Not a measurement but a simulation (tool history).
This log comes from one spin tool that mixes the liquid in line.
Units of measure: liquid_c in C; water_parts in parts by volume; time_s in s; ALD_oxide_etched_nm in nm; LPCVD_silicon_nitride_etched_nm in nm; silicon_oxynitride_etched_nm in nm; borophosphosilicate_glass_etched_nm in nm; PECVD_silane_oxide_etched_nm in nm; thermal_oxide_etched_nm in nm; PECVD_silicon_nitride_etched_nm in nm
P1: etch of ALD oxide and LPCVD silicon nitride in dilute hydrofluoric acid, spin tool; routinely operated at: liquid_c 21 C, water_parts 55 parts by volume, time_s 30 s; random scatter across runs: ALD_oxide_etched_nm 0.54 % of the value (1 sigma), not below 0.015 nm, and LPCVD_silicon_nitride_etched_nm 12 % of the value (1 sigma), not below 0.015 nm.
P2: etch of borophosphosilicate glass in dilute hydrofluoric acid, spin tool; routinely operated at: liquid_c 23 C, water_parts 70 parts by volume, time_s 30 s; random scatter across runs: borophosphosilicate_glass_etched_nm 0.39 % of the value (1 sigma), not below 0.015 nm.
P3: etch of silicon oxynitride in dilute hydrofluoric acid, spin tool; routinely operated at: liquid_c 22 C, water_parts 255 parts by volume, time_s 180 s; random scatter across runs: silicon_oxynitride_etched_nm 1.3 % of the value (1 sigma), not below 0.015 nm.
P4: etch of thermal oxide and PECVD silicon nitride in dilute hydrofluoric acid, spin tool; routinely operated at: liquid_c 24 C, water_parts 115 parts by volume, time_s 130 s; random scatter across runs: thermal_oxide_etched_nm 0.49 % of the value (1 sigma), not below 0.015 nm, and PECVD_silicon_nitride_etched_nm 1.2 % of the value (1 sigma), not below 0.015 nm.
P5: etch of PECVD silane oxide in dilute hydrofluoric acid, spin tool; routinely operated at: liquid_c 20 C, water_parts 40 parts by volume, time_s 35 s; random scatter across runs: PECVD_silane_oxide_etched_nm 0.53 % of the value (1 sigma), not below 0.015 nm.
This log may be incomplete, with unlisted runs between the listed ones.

run,day,process,liquid_c,water_parts,time_s,hours since the thermometer was replaced,hours since the hydrofluoric acid flow meter was replaced,ALD_oxide_etched_nm,LPCVD_silicon_nitride_etched_nm,silicon_oxynitride_etched_nm,borophosphosilicate_glass_etched_nm,PECVD_silane_oxide_etched_nm,thermal_oxide_etched_nm,PECVD_silicon_nitride_etched_nm
1,0.546,P1,21,55,30,2133.6,579.8,16.592,0.21201,,,,,
2,1.229,P3,17,255,180,2150,596.2,,,1.2671,,,,
3,1.675,P2,23,70,15,2160.7,606.9,,,,8.9418,,,
4,2.233,P1,21,55,15,2174.1,620.3,8.2242,0.10634,,,,,
5,2.958,P1,25,55,30,2191.5,637.7,19.576,0.38118,,,,,
6,3.346,P5,20,40,35,2200.8,647,,,,,16.94,,
7,3.921,P1,21,55,30,2214.6,660.8,16.456,0.23358,,,,,
8,4.396,P5,26.5,40,35,2226,672.2,,,,,22.336,,
9,5.15,P2,23,35,30,2244.1,690.3,,,,37.379,,,
10,5.571,P4,24,115,130,2254.2,700.4,,,,,,4.9854,1.9451
11,6.25,P3,22,255,180,2270.5,716.7,,,1.6654,,,,
12,6.896,P3,22,70,180,2286,732.2,,,6.8014,,,,
13,7.421,P1,21,55,45,2298.6,744.8,25.028,0.34224,,,,,
14,8.108,P4,24,115,225,2315.1,761.3,,,,,,8.7009,3.3482
# day 8.25: hydrofluoric acid flow meter replaced
15,8.825,P3,22,255,15,2332.3,13.8,,,0.11318,,,,
16,9.3,P1,21,55,30,2343.7,25.2,16.43,0.18733,,,,,
17,9.8,P1,17,55,30,2355.7,37.2,13.898,0.13396,,,,,
18,10.2,P4,17,115,130,2365.3,46.8,,,,,,3.7854,1.2104
19,10.608,P2,17,70,30,2375.1,56.6,,,,13.847,,,
20,11.158,P1,21,55,30,2388.3,69.8,16.601,0.26116,,,,,
21,11.729,P1,17,30,30,2402,83.5,26.452,0.31757,,,,,
22,12.454,P1,21,55,30,2419.4,100.9,16.56,0.20434,,,,,
23,13.162,P5,20,20,35,2436.4,117.9,,,,,34.906,,
24,13.642,P2,23,70,30,2447.9,129.4,,,,17.78,,,
25,14.112,P1,21,20,30,2459.2,140.7,47.3,0.5085,,,,,
26,14.512,P4,24,115,130,2468.8,150.3,,,,,,5.0669,1.9287
27,14.867,P5,20,40,35,2477.3,158.8,,,,,16.965,,
28,15.45,P1,21,90,30,2491.3,172.8,9.6798,0.13023,,,,,
29,16.15,P5,20,40,15,2508.1,189.6,,,,,7.3035,,
30,16.792,P4,24,45,130,2523.5,205,,,,,,13.953,4.9073
31,17.133,P1,21,55,30,2531.7,213.2,16.594,0.19871,,,,,
32,17.771,P1,21,55,30,2547,228.5,17.012,0.15825,,,,,
33,18.321,P1,21,55,30,2560.2,241.7,17.155,0.2344,,,,,
34,18.842,P1,21,55,30,2572.7,254.2,17.382,0.21182,,,,,
35,19.625,P1,21,55,30,2591.5,273,17.486,0.23061,,,,,
36,20.208,P1,21,55,30,2605.5,287,17.731,0.17162,,,,,
37,20.725,P1,21,55,30,2617.9,299.4,17.552,0.27301,,,,,
38,21.117,P1,21,55,30,2627.3,308.8,17.678,0.19133,,,,,
39,21.762,P1,21,55,30,2642.8,324.3,17.743,0.20832,,,,,
40,22.229,P1,21,55,30,2654,335.5,17.732,0.23748,,,,,
41,22.579,P1,21,55,30,2662.4,343.9,17.65,0.30035,,,,,
42,23.054,P1,21,55,30,2673.8,355.3,17.782,0.21731,,,,,

The output of P1 has drifted from where it used to be. Each of the 2 causes below, taken at the size shown beside it, accounts for the log equally well:
A: liquid hotter than its thermometer reads (K) = 1.72
B: hydrofluoric acid flow above the setpoint (%) = 6.95
Onset of the creep was near day 17.133.

Which of the check runs below tells the causes apart, meaning the causes would give it clearly different results? Each run uses 5 wafers whose results are averaged, and each result is shown as a question mark.
check 1,23.529,P2,17,70,15,,,,,,?,,,
check 2,23.529,P5,24,20,35,,,,,,,?,,
check 3,23.529,P3,17,255,180,,,,,?,,,,
check 4,23.529,P4,24,60,130,,,,,,,,?,?

How each check would come out, cause by cause:
check,result,if A,if B
check 1,borophosphosilicate_glass_etched_nm,7.4625,7.4537
check 2,PECVD_silane_oxide_etched_nm,44.528,44.387
check 3,silicon_oxynitride_etched_nm,1.3973,1.393
check 4,thermal_oxide_etched_nm,11.025,11.054
check 4,PECVD_silicon_nitride_etched_nm,4.117,3.9212
How far apart the two closest causes lie, in the result that separates them most: check 1 0.12 %; check 2 0.32 %; check 3 0.31 %; check 4 4.87 %
Only check 4 tells the causes apart: in the others they would give nearly the same result.

Check 4 was carried out, with these results: thermal_oxide_etched_nm 11.061 nm; PECVD_silicon_nitride_etched_nm 3.9612 nm. Which of the listed causes is responsible?

B is the cause: hydrofluoric acid flow above the setpoint (%).

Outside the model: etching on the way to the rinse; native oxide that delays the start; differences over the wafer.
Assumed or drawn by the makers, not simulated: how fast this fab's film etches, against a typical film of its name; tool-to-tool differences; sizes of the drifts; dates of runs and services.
